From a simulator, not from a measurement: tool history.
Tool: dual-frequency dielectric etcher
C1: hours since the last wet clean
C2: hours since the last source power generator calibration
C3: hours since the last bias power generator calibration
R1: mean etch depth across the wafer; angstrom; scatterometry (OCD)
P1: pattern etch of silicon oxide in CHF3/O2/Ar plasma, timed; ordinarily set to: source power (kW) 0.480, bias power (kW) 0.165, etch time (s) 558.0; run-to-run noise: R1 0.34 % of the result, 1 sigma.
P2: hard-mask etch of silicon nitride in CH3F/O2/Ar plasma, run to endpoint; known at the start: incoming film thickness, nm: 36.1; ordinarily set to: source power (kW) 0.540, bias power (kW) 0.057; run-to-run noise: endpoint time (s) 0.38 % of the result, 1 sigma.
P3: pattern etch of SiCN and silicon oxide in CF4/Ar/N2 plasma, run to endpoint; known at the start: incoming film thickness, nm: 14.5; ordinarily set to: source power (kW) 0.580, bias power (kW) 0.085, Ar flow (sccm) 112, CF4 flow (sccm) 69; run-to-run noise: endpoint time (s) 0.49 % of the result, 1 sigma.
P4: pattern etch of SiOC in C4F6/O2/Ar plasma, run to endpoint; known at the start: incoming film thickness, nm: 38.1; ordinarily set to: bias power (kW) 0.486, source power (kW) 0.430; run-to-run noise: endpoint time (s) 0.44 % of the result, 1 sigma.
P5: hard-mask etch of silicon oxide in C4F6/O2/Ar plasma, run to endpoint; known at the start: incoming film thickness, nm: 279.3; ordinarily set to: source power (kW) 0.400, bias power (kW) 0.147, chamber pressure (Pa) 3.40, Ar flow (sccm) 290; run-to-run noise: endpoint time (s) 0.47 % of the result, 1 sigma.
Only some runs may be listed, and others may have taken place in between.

run 1 hour=5.7 | process_that_ran=P1 source_power_(kW)=0.480 bias_power_(kW)=0.165 etch_time_(s)=558.0 | C1=270.1 C2=923.1 C3=1029.2 | R1=9558.9
run 2 hour=11.2 | process_that_ran=P3 source_power_(kW)=0.580 bias_power_(kW)=0.085 Ar_flow_(sccm)=112 CF4_flow_(sccm)=95 | C1=275.6 C2=928.6 C3=1034.7 | endpoint_time_(s)=12.512
run 3 hour=19.1 | process_that_ran=P1 source_power_(kW)=0.480 bias_power_(kW)=0.105 etch_time_(s)=667.0 | C1=283.5 C2=936.5 C3=1042.6 | R1=9916.5
run 4 hour=26.7 | process_that_ran=P3 source_power_(kW)=0.370 bias_power_(kW)=0.085 Ar_flow_(sccm)=112 CF4_flow_(sccm)=69 | C1=291.1 C2=944.1 C3=1050.2 | endpoint_time_(s)=19.553
run 5 hour=30.3 | process_that_ran=P1 source_power_(kW)=0.480 bias_power_(kW)=0.210 etch_time_(s)=311.5 | C1=294.7 C2=947.7 C3=1053.8 | R1=5813.5
run 6 hour=34.1 | process_that_ran=P1 source_power_(kW)=0.480 bias_power_(kW)=0.165 etch_time_(s)=558.0 | C1=298.5 C2=951.5 C3=1057.6 | R1=9594.7
run 7 hour=41.7 | process_that_ran=P1 source_power_(kW)=0.610 bias_power_(kW)=0.165 etch_time_(s)=558.0 | C1=306.1 C2=959.1 C3=1065.2 | R1=10534.0
-- hour=43.9 source power generator calibrated
run 8 hour=45.8 | process_that_ran=P5 source_power_(kW)=0.400 bias_power_(kW)=0.147 Ar_flow_(sccm)=290 chamber_pressure_(Pa)=3.40 | C1=310.2 C2=2.0 C3=1069.3 | endpoint_time_(s)=93.253
run 9 hour=50.7 | process_that_ran=P3 source_power_(kW)=0.580 bias_power_(kW)=0.085 Ar_flow_(sccm)=80 CF4_flow_(sccm)=69 | C1=315.1 C2=6.9 C3=1074.2 | endpoint_time_(s)=12.429
run 10 hour=58.7 | process_that_ran=P5 source_power_(kW)=0.400 bias_power_(kW)=0.147 Ar_flow_(sccm)=290 chamber_pressure_(Pa)=4.13 | C1=323.1 C2=14.9 C3=1082.2 | endpoint_time_(s)=95.796
run 11 hour=66.4 | process_that_ran=P5 source_power_(kW)=0.400 bias_power_(kW)=0.186 Ar_flow_(sccm)=290 chamber_pressure_(Pa)=3.40 | C1=330.8 C2=22.6 C3=1089.9 | endpoint_time_(s)=87.102
run 12 hour=70.4 | process_that_ran=P2 source_power_(kW)=0.540 bias_power_(kW)=0.057 | C1=334.8 C2=26.6 C3=1093.9 | endpoint_time_(s)=49.003
run 13 hour=75.8 | process_that_ran=P2 source_power_(kW)=0.540 bias_power_(kW)=0.040 | C1=340.2 C2=32.0 C3=1099.3 | endpoint_time_(s)=54.174
run 14 hour=79.9 | process_that_ran=P1 source_power_(kW)=0.480 bias_power_(kW)=0.165 etch_time_(s)=558.0 | C1=344.3 C2=36.1 C3=1103.4 | R1=9580.2
run 15 hour=85.1 | process_that_ran=P1 source_power_(kW)=0.480 bias_power_(kW)=0.165 etch_time_(s)=558.0 | C1=349.5 C2=41.3 C3=1108.6 | R1=9555.2
run 16 hour=92.7 | process_that_ran=P5 source_power_(kW)=0.560 bias_power_(kW)=0.147 Ar_flow_(sccm)=290 chamber_pressure_(Pa)=3.40 | C1=357.1 C2=48.9 C3=1116.2 | endpoint_time_(s)=81.800
run 17 hour=96.9 | process_that_ran=P2 source_power_(kW)=0.720 bias_power_(kW)=0.057 | C1=361.3 C2=53.1 C3=1120.4 | endpoint_time_(s)=43.705
run 18 hour=104.7 | process_that_ran=P1 source_power_(kW)=0.480 bias_power_(kW)=0.111 etch_time_(s)=558.0 | C1=369.1 C2=60.9 C3=1128.2 | R1=8417.7
run 19 hour=110.8 | process_that_ran=P1 source_power_(kW)=0.360 bias_power_(kW)=0.165 etch_time_(s)=558.0 | C1=375.2 C2=67.0 C3=1134.3 | R1=8585.1
run 20 hour=116.1 | process_that_ran=P3 source_power_(kW)=0.580 bias_power_(kW)=0.063 Ar_flow_(sccm)=112 CF4_flow_(sccm)=69 | C1=380.5 C2=72.3 C3=1139.6 | endpoint_time_(s)=14.569
run 21 hour=120.0 | process_that_ran=P1 source_power_(kW)=0.480 bias_power_(kW)=0.215 etch_time_(s)=558.0 | C1=384.4 C2=76.2 C3=1143.5 | R1=10454.0
run 22 hour=124.6 | process_that_ran=P1 source_power_(kW)=0.480 bias_power_(kW)=0.165 etch_time_(s)=558.0 | C1=389.0 C2=80.8 C3=1148.1 | R1=9610.9
run 23 hour=131.8 | process_that_ran=P5 source_power_(kW)=0.400 bias_power_(kW)=0.147 Ar_flow_(sccm)=290 chamber_pressure_(Pa)=3.40 | C1=396.2 C2=88.0 C3=1155.3 | endpoint_time_(s)=93.213
run 24 hour=139.5 | process_that_ran=P1 source_power_(kW)=0.480 bias_power_(kW)=0.165 etch_time_(s)=558.0 | C1=403.9 C2=95.7 C3=1163.0 | R1=9624.3
run 25 hour=143.1 | process_that_ran=P4 source_power_(kW)=0.570 bias_power_(kW)=0.486 | C1=407.5 C2=99.3 C3=1166.6 | endpoint_time_(s)=11.552
run 26 hour=150.9 | process_that_ran=P4 source_power_(kW)=0.430 bias_power_(kW)=0.313 | C1=415.3 C2=107.1 C3=1174.4 | endpoint_time_(s)=14.914
run 27 hour=156.2 | process_that_ran=P4 source_power_(kW)=0.430 bias_power_(kW)=0.486 | C1=420.6 C2=112.4 C3=1179.7 | endpoint_time_(s)=12.830
run 28 hour=160.6 | process_that_ran=P1 source_power_(kW)=0.480 bias_power_(kW)=0.165 etch_time_(s)=814.5 | C1=425.0 C2=116.8 C3=1184.1 | R1=14043.0
run 29 hour=164.2 | process_that_ran=P1 source_power_(kW)=0.480 bias_power_(kW)=0.195 etch_time_(s)=360.0 | C1=428.6 C2=120.4 C3=1187.7 | R1=6541.5
run 30 hour=170.1 | process_that_ran=P1 source_power_(kW)=0.480 bias_power_(kW)=0.165 etch_time_(s)=307.0 | C1=434.5 C2=126.3 C3=1193.6 | R1=5297.8
run 31 hour=175.5 | process_that_ran=P5 source_power_(kW)=0.400 bias_power_(kW)=0.147 Ar_flow_(sccm)=222 chamber_pressure_(Pa)=3.40 | C1=439.9 C2=131.7 C3=1199.0 | endpoint_time_(s)=90.531
run 32 hour=181.6 | process_that_ran=P3 source_power_(kW)=0.580 bias_power_(kW)=0.085 Ar_flow_(sccm)=112 CF4_flow_(sccm)=69 | C1=446.0 C2=137.8 C3=1205.1 | endpoint_time_(s)=13.081
run 33 hour=185.2 | process_that_ran=P1 source_power_(kW)=0.480 bias_power_(kW)=0.165 etch_time_(s)=558.0 | C1=449.6 C2=141.4 C3=1208.7 | R1=9558.1
run 34 hour=190.8 | process_that_ran=P1 source_power_(kW)=0.480 bias_power_(kW)=0.165 etch_time_(s)=558.0 | C1=455.2 C2=147.0 C3=1214.3 | R1=9509.4
run 35 hour=195.2 | process_that_ran=P1 source_power_(kW)=0.480 bias_power_(kW)=0.165 etch_time_(s)=558.0 | C1=459.6 C2=151.4 C3=1218.7 | R1=9477.1
run 36 hour=200.5 | process_that_ran=P1 source_power_(kW)=0.480 bias_power_(kW)=0.165 etch_time_(s)=558.0 | C1=464.9 C2=156.7 C3=1224.0 | R1=9471.8
run 37 hour=205.5 | process_that_ran=P1 source_power_(kW)=0.480 bias_power_(kW)=0.165 etch_time_(s)=558.0 | C1=469.9 C2=161.7 C3=1229.0 | R1=9422.4
run 38 hour=209.2 | process_that_ran=P1 source_power_(kW)=0.480 bias_power_(kW)=0.165 etch_time_(s)=558.0 | C1=473.6 C2=165.4 C3=1232.7 | R1=9402.4
run 39 hour=213.9 | process_that_ran=P1 source_power_(kW)=0.480 bias_power_(kW)=0.165 etch_time_(s)=558.0 | C1=478.3 C2=170.1 C3=1237.4 | R1=9434.4
-- hour=218.3 wet clean of the chamber
run 40 hour=220.3 | process_that_ran=P1 source_power_(kW)=0.480 bias_power_(kW)=0.165 etch_time_(s)=558.0 | C1=2.0 C2=176.5 C3=1243.8 | R1=9475.6
run 41 hour=226.1 | process_that_ran=P1 source_power_(kW)=0.480 bias_power_(kW)=0.165 etch_time_(s)=558.0 | C1=7.8 C2=182.3 C3=1249.6 | R1=9454.8
run 42 hour=233.0 | process_that_ran=P1 source_power_(kW)=0.480 bias_power_(kW)=0.165 etch_time_(s)=558.0 | C1=14.7 C2=189.2 C3=1256.5 | R1=9409.2
run 43 hour=236.9 | process_that_ran=P1 source_power_(kW)=0.480 bias_power_(kW)=0.165 etch_time_(s)=558.0 | C1=18.6 C2=193.1 C3=1260.4 | R1=9390.5

Compared with where it was, what P1 gives has crept away. Each cause listed below fits the log as well as the rest, at the size given for it:
A: source power that arrives under what is set, % = 4.37
B: bias power that arrives under what is set, % = 4.99
The drift started at roughly hour 185.2.
Other possible causes, and why each is ruled out:
chamber walls in a state that lowers the etch rate, %: serviced at hour 218.3, after the change had begun; the process did not return to its earlier output

Which of the 4 check runs listed below, each an average over 3 wafers with its results shown as question marks, gives clearly different results under the different listed causes?
run check 1 hour=240.8 | process_that_ran=P4 source_power_(kW)=0.430 bias_power_(kW)=0.333 | endpoint_time_(s)=?
run check 2 hour=240.8 | process_that_ran=P5 source_power_(kW)=0.400 bias_power_(kW)=0.186 Ar_flow_(sccm)=290 chamber_pressure_(Pa)=3.40 | endpoint_time_(s)=?
run check 3 hour=240.8 | process_that_ran=P3 source_power_(kW)=0.580 bias_power_(kW)=0.085 Ar_flow_(sccm)=87 CF4_flow_(sccm)=83 | endpoint_time_(s)=?
run check 4 hour=240.8 | process_that_ran=P2 source_power_(kW)=0.660 bias_power_(kW)=0.041 | endpoint_time_(s)=?

What each check would give under each cause:
check=check_1 result=endpoint_time_(s) if_A=14.972 if_B=14.986
check=check_2 result=endpoint_time_(s) if_A=88.641 if_B=88.537
check=check_3 result=endpoint_time_(s) if_A=12.854 if_B=12.563
check=check_4 result=endpoint_time_(s) if_A=50.752 if_B=50.562
Minimum pairwise separation of causes per check, each pair taken at its best-separating result: check 1 0.09 %; check 2 0.12 %; check 3 2.28 %; check 4 0.37 %
Of the check runs offered, only check 3 discriminates between the causes; the rest would read about the same regardless of which cause applies.

Here is what check 3 returned: endpoint time (s) 12.621. Which cause is it?

Of the candidate causes, it is B: bias power that arrives under what is set, %.
